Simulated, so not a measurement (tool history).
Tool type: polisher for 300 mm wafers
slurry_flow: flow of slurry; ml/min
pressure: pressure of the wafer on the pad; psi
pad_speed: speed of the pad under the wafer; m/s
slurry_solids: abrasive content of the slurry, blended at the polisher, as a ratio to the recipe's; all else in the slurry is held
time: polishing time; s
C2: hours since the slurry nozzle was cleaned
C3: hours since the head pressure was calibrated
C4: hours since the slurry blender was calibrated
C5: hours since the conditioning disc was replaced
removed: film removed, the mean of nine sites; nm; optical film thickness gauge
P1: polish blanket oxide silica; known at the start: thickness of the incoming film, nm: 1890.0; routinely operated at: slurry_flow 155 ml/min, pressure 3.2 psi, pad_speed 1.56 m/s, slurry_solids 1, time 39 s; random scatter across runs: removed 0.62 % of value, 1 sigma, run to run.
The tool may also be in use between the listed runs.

run 1 hour=6.5 | slurry_flow=155 pressure=3.2 pad_speed=1.56 slurry_solids=1 time=39 | wafers_polished_on_this_pad=453 C2=380 C3=299.7 C4=68.4 C5=249.5 | removed=128.27
run 2 hour=17 | slurry_flow=155 pressure=3.2 pad_speed=1.56 slurry_solids=1 time=39 | wafers_polished_on_this_pad=567 C2=390.5 C3=310.2 C4=78.9 C5=260 | removed=127.43
run 3 hour=26.3 | slurry_flow=155 pressure=3.2 pad_speed=0.78 slurry_solids=1 time=39 | wafers_polished_on_this_pad=668 C2=399.8 C3=319.5 C4=88.2 C5=269.3 | removed=73.72
run 4 hour=37.5 | slurry_flow=155 pressure=3.2 pad_speed=2.4 slurry_solids=1 time=39 | wafers_polished_on_this_pad=789 C2=411 C3=330.7 C4=99.4 C5=280.5 | removed=180.65
run 5 hour=48.8 | slurry_flow=235 pressure=3.2 pad_speed=1.56 slurry_solids=1 time=39 | wafers_polished_on_this_pad=912 C2=422.3 C3=342 C4=110.7 C5=291.8 | removed=135.27
run 6 hour=57.1 | slurry_flow=155 pressure=3.2 pad_speed=1.56 slurry_solids=1 time=39 | wafers_polished_on_this_pad=1002 C2=430.6 C3=350.3 C4=119 C5=300.1 | removed=129.31
run 7 hour=65.6 | slurry_flow=155 pressure=3.2 pad_speed=1.56 slurry_solids=1 time=20 | wafers_polished_on_this_pad=1094 C2=439.1 C3=358.8 C4=127.5 C5=308.6 | removed=65.576
run 8 hour=74.1 | slurry_flow=155 pressure=4.1 pad_speed=1.56 slurry_solids=1 time=39 | wafers_polished_on_this_pad=1186 C2=447.6 C3=367.3 C4=136 C5=317.1 | removed=164.52
run 9 hour=83.4 | slurry_flow=235 pressure=3.2 pad_speed=1.56 slurry_solids=1 time=28 | wafers_polished_on_this_pad=1287 C2=456.9 C3=376.6 C4=145.3 C5=326.4 | removed=97.713
run 10 hour=94 | slurry_flow=155 pressure=1.7 pad_speed=2.14 slurry_solids=1 time=39 | wafers_polished_on_this_pad=1402 C2=467.5 C3=387.2 C4=155.9 C5=337 | removed=86.801
run 11 hour=104.9 | slurry_flow=95 pressure=3.2 pad_speed=0.84 slurry_solids=1 time=39 | wafers_polished_on_this_pad=1520 C2=478.4 C3=398.1 C4=166.8 C5=347.9 | removed=70.114
run 12 hour=115.7 | slurry_flow=155 pressure=1.9 pad_speed=1.56 slurry_solids=1 time=39 | wafers_polished_on_this_pad=1637 C2=489.2 C3=408.9 C4=177.6 C5=358.7 | removed=75.831
run 13 hour=127 | slurry_flow=95 pressure=3.2 pad_speed=1.56 slurry_solids=1 time=39 | wafers_polished_on_this_pad=1759 C2=500.5 C3=420.2 C4=188.9 C5=370 | removed=115.46
run 14 hour=138.7 | slurry_flow=155 pressure=3.2 pad_speed=1.56 slurry_solids=1.45 time=39 | wafers_polished_on_this_pad=1886 C2=512.2 C3=431.9 C4=200.6 C5=381.7 | removed=148.92
run 15 hour=150.7 | slurry_flow=155 pressure=3.2 pad_speed=1.56 slurry_solids=1 time=39 | wafers_polished_on_this_pad=2016 C2=524.2 C3=443.9 C4=212.6 C5=393.7 | removed=128.74
run 16 hour=161.5 | slurry_flow=155 pressure=3.2 pad_speed=1.56 slurry_solids=1 time=62 | wafers_polished_on_this_pad=2133 C2=535 C3=454.7 C4=223.4 C5=404.5 | removed=203.98
run 17 hour=167.2 | slurry_flow=155 pressure=3.2 pad_speed=1.56 slurry_solids=0.6 time=39 | wafers_polished_on_this_pad=2195 C2=540.7 C3=460.4 C4=229.1 C5=410.2 | removed=98.536
run 18 hour=175 | slurry_flow=155 pressure=3.2 pad_speed=1.56 slurry_solids=1 time=39 | wafers_polished_on_this_pad=2279 C2=548.5 C3=468.2 C4=236.9 C5=418 | removed=127.97
run 19 hour=181.6 | slurry_flow=155 pressure=3.2 pad_speed=1.56 slurry_solids=1 time=39 | wafers_polished_on_this_pad=2351 C2=555.1 C3=474.8 C4=243.5 C5=424.6 | removed=128.07
run 20 hour=188.1 | slurry_flow=155 pressure=3.2 pad_speed=1.56 slurry_solids=1 time=39 | wafers_polished_on_this_pad=2421 C2=561.6 C3=481.3 C4=250 C5=431.1 | removed=127.35
run 21 hour=199.6 | slurry_flow=155 pressure=3.2 pad_speed=1.56 slurry_solids=1 time=39 | wafers_polished_on_this_pad=2546 C2=573.1 C3=492.8 C4=261.5 C5=442.6 | removed=122.72
run 22 hour=206.5 | slurry_flow=155 pressure=3.2 pad_speed=1.56 slurry_solids=1 time=39 | wafers_polished_on_this_pad=2621 C2=580 C3=499.7 C4=268.4 C5=449.5 | removed=120.94
run 23 hour=212.5 | slurry_flow=155 pressure=3.2 pad_speed=1.56 slurry_solids=1 time=39 | wafers_polished_on_this_pad=2686 C2=586 C3=505.7 C4=274.4 C5=455.5 | removed=120.5
-- hour=217 slurry blender recalibrated
run 24 hour=220.7 | slurry_flow=155 pressure=3.2 pad_speed=1.56 slurry_solids=1 time=39 | wafers_polished_on_this_pad=2775 C2=594.2 C3=513.9 C4=3.7 C5=463.7 | removed=119.51
-- hour=220.8 conditioning disc replaced and pad reconditioned
-- hour=221.2 head pressure recalibrated
run 25 hour=232.2 | slurry_flow=155 pressure=3.2 pad_speed=1.56 slurry_solids=1 time=39 | wafers_polished_on_this_pad=2899 C2=605.7 C3=11.1 C4=15.2 C5=11.4 | removed=119.37
run 26 hour=243.6 | slurry_flow=155 pressure=3.2 pad_speed=1.56 slurry_solids=1 time=39 | wafers_polished_on_this_pad=3023 C2=617.1 C3=22.5 C4=26.6 C5=22.8 | removed=118.8

What P1 gives has crept away from where it was. These 2 causes fit the log equally well, each at the size given:
A: slurry flow missing at the pad, % = 31.5
B: removal rate lost through wear of the pad, % = 7.3
Creep in the process output first set in at about hour 188.1.
Every other cause this tool's parts could produce, and why it does not fit the log:
head's pressure below its setpoint, %: its service at hour 221.2 followed the start of the drift and did not put the process back to its old value
abrasive missing from the slurry, %: its service at hour 217 followed the start of the drift and did not put the process back to its old value
time polished since the conditioner stopped cutting, s: its service at hour 220.8 followed the start of the drift and did not put the process back to its old value

Which of the 4 check runs listed below, each an average over 5 wafers with its results shown as question marks, gives clearly different results under the different listed causes?
run check 1 hour=255 | slurry_flow=155 pressure=3.2 pad_speed=0.88 slurry_solids=1 time=39 | removed=?
run check 2 hour=255 | slurry_flow=155 pressure=3.2 pad_speed=1.9 slurry_solids=1 time=39 | removed=?
run check 3 hour=255 | slurry_flow=115 pressure=3.2 pad_speed=1.56 slurry_solids=1 time=39 | removed=?
run check 4 hour=255 | slurry_flow=155 pressure=3.2 pad_speed=1.56 slurry_solids=1.35 time=39 | removed=?

What every check run would give for each of its results, assuming each possible cause in turn:
check=check_1 result=removed if_A=75.02 if_B=75.009
check=check_2 result=removed if_A=138.86 if_B=138.84
check=check_3 result=removed if_A=109.42 if_B=111.96
check=check_4 result=removed if_A=134.44 if_B=134.42
Per-check spread between the two closest causes, in the result where they differ most: check 1 0.01 %; check 2 0.01 %; check 3 2.3 %; check 4 0.01 %
Check 3 distinguishes between the causes, while the remaining checks would return nearly the same result for all of them.

Check 3 has now been run. It gave: removed 112 nm. Which of the candidate causes is it?

It is B: removal rate lost through wear of the pad, %.
